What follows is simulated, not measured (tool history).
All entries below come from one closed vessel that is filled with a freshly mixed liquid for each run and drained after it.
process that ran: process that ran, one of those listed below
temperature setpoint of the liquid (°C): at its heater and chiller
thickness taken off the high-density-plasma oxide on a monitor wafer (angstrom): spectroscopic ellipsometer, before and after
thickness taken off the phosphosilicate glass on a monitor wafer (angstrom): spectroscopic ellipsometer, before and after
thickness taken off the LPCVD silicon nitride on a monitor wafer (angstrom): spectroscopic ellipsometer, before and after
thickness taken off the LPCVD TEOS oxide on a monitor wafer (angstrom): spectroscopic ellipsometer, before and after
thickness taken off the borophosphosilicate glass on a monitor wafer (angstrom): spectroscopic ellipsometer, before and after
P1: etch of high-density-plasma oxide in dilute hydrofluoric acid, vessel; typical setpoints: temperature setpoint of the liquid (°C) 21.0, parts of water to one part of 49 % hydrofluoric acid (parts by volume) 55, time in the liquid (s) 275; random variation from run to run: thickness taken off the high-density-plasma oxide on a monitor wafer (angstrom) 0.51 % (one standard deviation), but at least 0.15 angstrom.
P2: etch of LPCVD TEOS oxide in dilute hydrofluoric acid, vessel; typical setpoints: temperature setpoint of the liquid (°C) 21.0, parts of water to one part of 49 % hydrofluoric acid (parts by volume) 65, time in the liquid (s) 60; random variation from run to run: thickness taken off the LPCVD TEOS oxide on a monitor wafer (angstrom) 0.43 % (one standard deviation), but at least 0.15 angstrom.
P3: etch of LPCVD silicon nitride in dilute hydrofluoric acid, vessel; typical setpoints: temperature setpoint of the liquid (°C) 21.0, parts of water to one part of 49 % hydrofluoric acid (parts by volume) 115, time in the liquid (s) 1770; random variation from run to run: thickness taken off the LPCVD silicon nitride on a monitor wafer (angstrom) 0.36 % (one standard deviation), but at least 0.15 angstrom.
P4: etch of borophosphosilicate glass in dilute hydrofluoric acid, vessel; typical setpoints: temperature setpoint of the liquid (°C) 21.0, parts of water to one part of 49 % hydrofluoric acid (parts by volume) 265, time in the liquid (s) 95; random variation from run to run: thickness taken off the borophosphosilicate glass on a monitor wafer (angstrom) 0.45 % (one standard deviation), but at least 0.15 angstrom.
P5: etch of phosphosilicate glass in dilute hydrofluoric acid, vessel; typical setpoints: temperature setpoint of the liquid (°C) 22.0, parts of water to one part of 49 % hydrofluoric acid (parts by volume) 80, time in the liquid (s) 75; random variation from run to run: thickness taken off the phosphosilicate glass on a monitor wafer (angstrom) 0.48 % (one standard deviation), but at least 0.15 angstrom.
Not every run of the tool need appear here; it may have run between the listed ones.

run   hour  process that ran  temperature setpoint of the liquid (°C)  parts of water to one part of 49 % hydrofluoric acid (parts by volume)  time in the liquid (s)  thickness taken off the high-density-plasma oxide on a monitor wafer (angstrom)  thickness taken off the phosphosilicate glass on a monitor wafer (angstrom)  thickness taken off the LPCVD silicon nitride on a monitor wafer (angstrom)  thickness taken off the LPCVD TEOS oxide on a monitor wafer (angstrom)  thickness taken off the borophosphosilicate glass on a monitor wafer (angstrom)
  1   15.2                P1                                     21.0                                                                      55                     275                                                                          236.170
  2   24.0                P5                                     22.0                                                                      45                      75                                                                                                                                                       1062.80
  3   33.9                P3                                     21.0                                                                     115                    1770                                                                                                                                                                                                                                     59.908
  4   48.0                P1                                     21.0                                                                      55                      70                                                                           60.275
  5   57.7                P2                                     17.0                                                                      65                      60                                                                                                                                                                                                                                                                                                             123.51
  6   71.8                P5                                     22.0                                                                      80                      30                                                                                                                                                        226.09
  7   86.2                P1                                     21.0                                                                      55                     275                                                                          235.990
  8   98.1                P2                                     21.0                                                                      35                      60                                                                                                                                                                                                                                                                                                             283.37
  9  106.6                P4                                     17.0                                                                     265                      95                                                                                                                                                                                                                                                                                                                                                                                              129.88
 10  122.7                P5                                     17.0                                                                      80                      75                                                                                                                                                        461.16
     123.7  -- thermometer replaced
 11  132.0                P1                                     21.0                                                                      95                     275                                                                          131.210
 12  146.6                P2                                     21.0                                                                      65                      60                                                                                                                                                                                                                                                                                                             147.97
 13  161.8                P1                                     21.0                                                                      55                     275                                                                          235.150
 14  171.7                P4                                     21.0                                                                     265                      95                                                                                                                                                                                                                                                                                                                                                                                              151.07
 15  185.2                P3                                     21.0                                                                     115                    1770                                                                                                                                                                                                                                     60.381
 16  202.6                P3                                     17.0                                                                     115                    1770                                                                                                                                                                                                                                     45.651
 17  219.2                P1                                     21.0                                                                      55                     275                                                                          236.190
 18  232.7                P4                                     21.0                                                                     265                      95                                                                                                                                                                                                                                                                                                                                                                                              150.97
 19  246.7                P1                                     21.0                                                                      55                     275                                                                          236.600
 20  254.6                P1                                     27.5                                                                      55                     275                                                                          305.520
 21  272.6                P2                                     21.0                                                                      65                     105                                                                                                                                                                                                                                                                                                             254.95
 22  287.9                P4                                     21.0                                                                      60                      95                                                                                                                                                                                                                                                                                                                                                                                              828.39
 23  300.6                P3                                     21.0                                                                     115                    3515                                                                                                                                                                                                                                    119.290
 24  310.2                P1                                     21.0                                                                      30                     275                                                                          449.760
 25  320.1                P1                                     27.0                                                                      95                     275                                                                          165.870

Run 26 comes next. What will it give?
 26  328.9                P1                                     17.0                                                                      55                     275                                                                                ?

{"run 26": {"thickness taken off the high-density-plasma oxide on a monitor wafer (angstrom)": 199.65}}
